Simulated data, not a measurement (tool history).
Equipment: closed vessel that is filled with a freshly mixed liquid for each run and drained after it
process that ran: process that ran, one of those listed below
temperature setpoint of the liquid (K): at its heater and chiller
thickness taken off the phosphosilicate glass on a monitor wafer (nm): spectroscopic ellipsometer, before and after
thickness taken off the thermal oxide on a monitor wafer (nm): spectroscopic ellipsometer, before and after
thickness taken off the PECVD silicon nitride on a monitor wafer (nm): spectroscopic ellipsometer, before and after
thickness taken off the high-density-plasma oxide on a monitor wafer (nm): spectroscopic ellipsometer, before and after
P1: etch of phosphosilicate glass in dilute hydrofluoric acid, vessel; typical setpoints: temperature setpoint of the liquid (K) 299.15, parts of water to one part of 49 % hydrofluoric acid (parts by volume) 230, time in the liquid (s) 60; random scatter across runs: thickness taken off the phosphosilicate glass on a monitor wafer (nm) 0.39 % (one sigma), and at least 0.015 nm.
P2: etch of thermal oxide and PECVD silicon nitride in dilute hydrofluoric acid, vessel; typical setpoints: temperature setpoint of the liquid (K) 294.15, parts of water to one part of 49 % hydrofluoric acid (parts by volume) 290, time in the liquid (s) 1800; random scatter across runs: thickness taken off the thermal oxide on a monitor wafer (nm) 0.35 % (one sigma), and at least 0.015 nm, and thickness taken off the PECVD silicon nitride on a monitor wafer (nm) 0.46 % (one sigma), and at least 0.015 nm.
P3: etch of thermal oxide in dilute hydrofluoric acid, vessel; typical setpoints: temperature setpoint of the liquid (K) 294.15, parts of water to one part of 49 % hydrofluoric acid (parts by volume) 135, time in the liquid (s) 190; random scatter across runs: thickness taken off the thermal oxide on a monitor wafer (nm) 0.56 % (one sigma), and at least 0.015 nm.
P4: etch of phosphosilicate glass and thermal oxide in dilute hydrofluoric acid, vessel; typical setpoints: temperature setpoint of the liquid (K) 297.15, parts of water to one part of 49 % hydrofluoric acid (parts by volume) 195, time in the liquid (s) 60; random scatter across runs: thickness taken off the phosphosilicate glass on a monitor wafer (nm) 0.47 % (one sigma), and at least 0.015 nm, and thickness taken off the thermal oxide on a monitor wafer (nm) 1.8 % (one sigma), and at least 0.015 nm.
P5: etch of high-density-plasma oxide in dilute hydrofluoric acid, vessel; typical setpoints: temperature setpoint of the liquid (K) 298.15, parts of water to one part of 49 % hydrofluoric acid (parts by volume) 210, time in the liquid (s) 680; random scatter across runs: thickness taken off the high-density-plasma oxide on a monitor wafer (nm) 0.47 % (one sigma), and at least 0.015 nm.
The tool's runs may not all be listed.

run	hour	process that ran	temperature setpoint of the liquid (K)	parts of water to one part of 49 % hydrofluoric acid (parts by volume)	time in the liquid (s)	hours since the thermometer was replaced	hours since the hydrofluoric acid flow meter was replaced	thickness taken off the phosphosilicate glass on a monitor wafer (nm)	thickness taken off the thermal oxide on a monitor wafer (nm)	thickness taken off the PECVD silicon nitride on a monitor wafer (nm)	thickness taken off the high-density-plasma oxide on a monitor wafer (nm)
1	5.9	P1	299.15	230	60	477.2	222.7	39.103			
2	15.8	P1	299.15	115	60	487.1	232.6	89.507			
3	25.3	P2	290.15	290	1800	496.6	242.1		18.65500	17.876	
4	36.0	P1	299.15	230	60	507.3	252.8	39.098			
5	42.2	P3	290.15	135	190	513.5	259.0		4.61590		
6	48.5	P5	298.15	380	680	519.8	265.3				6.877
7	58.3	P4	301.65	195	60	529.6	275.1	33.463	1.57270		
8	69.5	P4	297.15	195	60	540.8	286.3	28.608	1.40840		
9	76.8	P1	299.15	320	60	548.1	293.6	25.489			
10	89.1	P3	294.15	135	75	560.4	305.9		2.11100		
11	95.2	P5	298.15	210	1210	566.5	312.0				26.207
12	103.4	P1	299.15	230	60	574.7	320.2	39.147			
13	109.7	P1	307.15	230	60	581.0	326.5	51.517			
14	116.1	P4	297.15	195	105	587.4	332.9	49.647	2.41640		
15	126.4	P3	294.15	135	190	597.7	343.2		5.36000		
16	139.2	P3	294.15	135	190	610.5	356.0		5.39360		
17	148.0	P5	305.65	210	680	619.3	364.8				19.274
18	160.7	P2	294.15	290	3220	632.0	377.5		38.54400	41.257	
19	173.5	P1	299.15	230	30	644.8	390.3	19.624			
20	179.3	P1	299.15	230	110	650.6	396.1	72.224			
21	187.0	P2	294.15	100	1800	658.3	403.8		76.47700	65.293	
22	197.6	P1	293.15	230	60	668.9	414.4	31.531			
23	209.5	P2	294.15	290	1800	680.8	426.3		21.63500	23.293	
24	218.2	P5	298.15	210	680	689.5	435.0				14.642
25	224.9	P1	305.15	410	60	696.2	441.7	22.206			
26	237.3	P1	302.65	95	60	708.6	454.1	127.730			
27	244.2	P4	297.15	350	60	715.5	461.0	13.568	0.64265		
28	254.6	P3	294.15	245	190	725.9	471.4		2.66850		
29	265.4	P1	299.15	230	60	736.7	482.2	39.116			
30	274.9	P1	299.15	230	60	746.2	491.7	39.110			
31	284.5	P1	299.15	230	60	755.8	501.3	38.559			
32	290.3	P1	299.15	230	60	761.6	507.1	37.767			
33	300.0	P1	299.15	230	60	771.3	516.8	37.839			
34	308.9	P1	299.15	230	60	780.2	525.7	37.176			
35	316.8	P1	299.15	230	60	788.1	533.6	37.140			
36	329.2	P1	299.15	230	60	800.5	546.0	37.135			
37	338.3	P1	299.15	230	60	809.6	555.1	36.942			

The output of P1 has drifted from where it used to be. Each of the 2 causes below, taken at the size shown beside it, accounts for the log equally well:
A: liquid colder than its thermometer reads (K) = 1.65
B: hydrofluoric acid flow below the setpoint (%) = 4.59
At approximately hour 274.9, the process output began to creep.

4 check runs are offered, one wafer each, their results left as question marks. Which one tells the causes apart?
check 1	347.4	P4	297.15	195	60			?	?		
check 2	347.4	P2	294.15	290	1800				?	?	
check 3	347.4	P3	294.15	135	190				?		
check 4	347.4	P5	298.15	210	680						?

What every check run would give for each of its results, assuming each possible cause in turn:
check	result	if A	if B
check 1	thickness taken off the phosphosilicate glass on a monitor wafer (nm)	26.811	26.936
check 1	thickness taken off the thermal oxide on a monitor wafer (nm)	1.30520	1.31130
check 2	thickness taken off the thermal oxide on a monitor wafer (nm)	20.41800	20.43200
check 2	thickness taken off the PECVD silicon nitride on a monitor wafer (nm)	20.804	22.073
check 3	thickness taken off the thermal oxide on a monitor wafer (nm)	5.03320	5.09490
check 4	thickness taken off the high-density-plasma oxide on a monitor wafer (nm)	13.848	13.884
Per-check spread between the two closest causes, in the result where they differ most: check 1 0.47 %; check 2 5.93 %; check 3 1.22 %; check 4 0.26 %
Only in check 2 would the causes give clearly different results; in the remaining checks their results would be nearly the same.

Check 2 was carried out, with these results: thickness taken off the thermal oxide on a monitor wafer (nm) 20.44200; thickness taken off the PECVD silicon nitride on a monitor wafer (nm) 20.894. Which of the listed causes is responsible?

Of the candidate causes, it is A: liquid colder than its thermometer reads (K).

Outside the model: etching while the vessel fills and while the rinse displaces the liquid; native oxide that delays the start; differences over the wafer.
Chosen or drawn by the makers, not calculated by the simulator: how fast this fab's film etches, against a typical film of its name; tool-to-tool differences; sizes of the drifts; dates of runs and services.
